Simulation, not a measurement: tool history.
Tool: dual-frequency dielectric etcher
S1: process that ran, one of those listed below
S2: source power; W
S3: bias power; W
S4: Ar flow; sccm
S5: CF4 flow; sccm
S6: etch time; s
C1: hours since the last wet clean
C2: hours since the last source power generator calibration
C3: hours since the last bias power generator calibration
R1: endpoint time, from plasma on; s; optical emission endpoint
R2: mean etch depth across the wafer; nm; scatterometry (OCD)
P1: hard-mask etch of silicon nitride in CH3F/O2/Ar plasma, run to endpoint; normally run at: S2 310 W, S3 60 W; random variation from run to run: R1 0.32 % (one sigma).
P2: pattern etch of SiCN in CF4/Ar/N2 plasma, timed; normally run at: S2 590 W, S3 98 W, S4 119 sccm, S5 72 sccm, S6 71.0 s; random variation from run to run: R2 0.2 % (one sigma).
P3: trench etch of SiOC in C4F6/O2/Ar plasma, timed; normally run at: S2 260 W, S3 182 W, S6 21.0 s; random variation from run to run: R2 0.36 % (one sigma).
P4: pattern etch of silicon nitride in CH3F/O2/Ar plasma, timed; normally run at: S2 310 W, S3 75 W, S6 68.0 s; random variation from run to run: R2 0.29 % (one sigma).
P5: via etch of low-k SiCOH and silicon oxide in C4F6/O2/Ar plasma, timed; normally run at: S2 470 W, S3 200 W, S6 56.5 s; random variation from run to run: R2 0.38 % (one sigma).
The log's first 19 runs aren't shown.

run,hour,S1,S2,S3,S4,S5,S6,C1,C2,C3,R1,R2
20,229.8,P1,310,60,,,,667.1,2353.7,36.9,63.503,
21,245.4,P1,310,46,,,,682.7,2369.3,52.5,69.794,
22,253.3,P5,470,200,,,56.5,690.6,2377.2,60.4,,163.710
23,260.2,P2,590,98,119,91,71.0,697.5,2384.1,67.3,,83.491
24,276.1,P1,310,60,,,,713.4,2400.0,83.2,63.610,
25,291.0,P1,310,76,,,,728.3,2414.9,98.1,58.717,
26,299.0,P3,260,182,,,21.0,736.3,2422.9,106.1,,37.922
27,312.8,P4,310,75,,,101.5,750.1,2436.7,119.9,,65.385
28,325.2,P1,210,60,,,,762.5,2449.1,132.3,74.021,
29,339.7,P1,310,60,,,,777.0,2463.6,146.8,63.763,
30,348.9,P3,260,143,,,21.0,786.2,2472.8,156.0,,35.104
31,359.0,P1,310,60,,,,796.3,2482.9,166.1,64.142,
32,371.0,P1,310,60,,,,808.3,2494.9,178.1,63.995,

The next listed run, before its measurement:
33,386.6,P1,310,60,,,,823.9,2510.5,193.7,?,

R1: 64.126 s
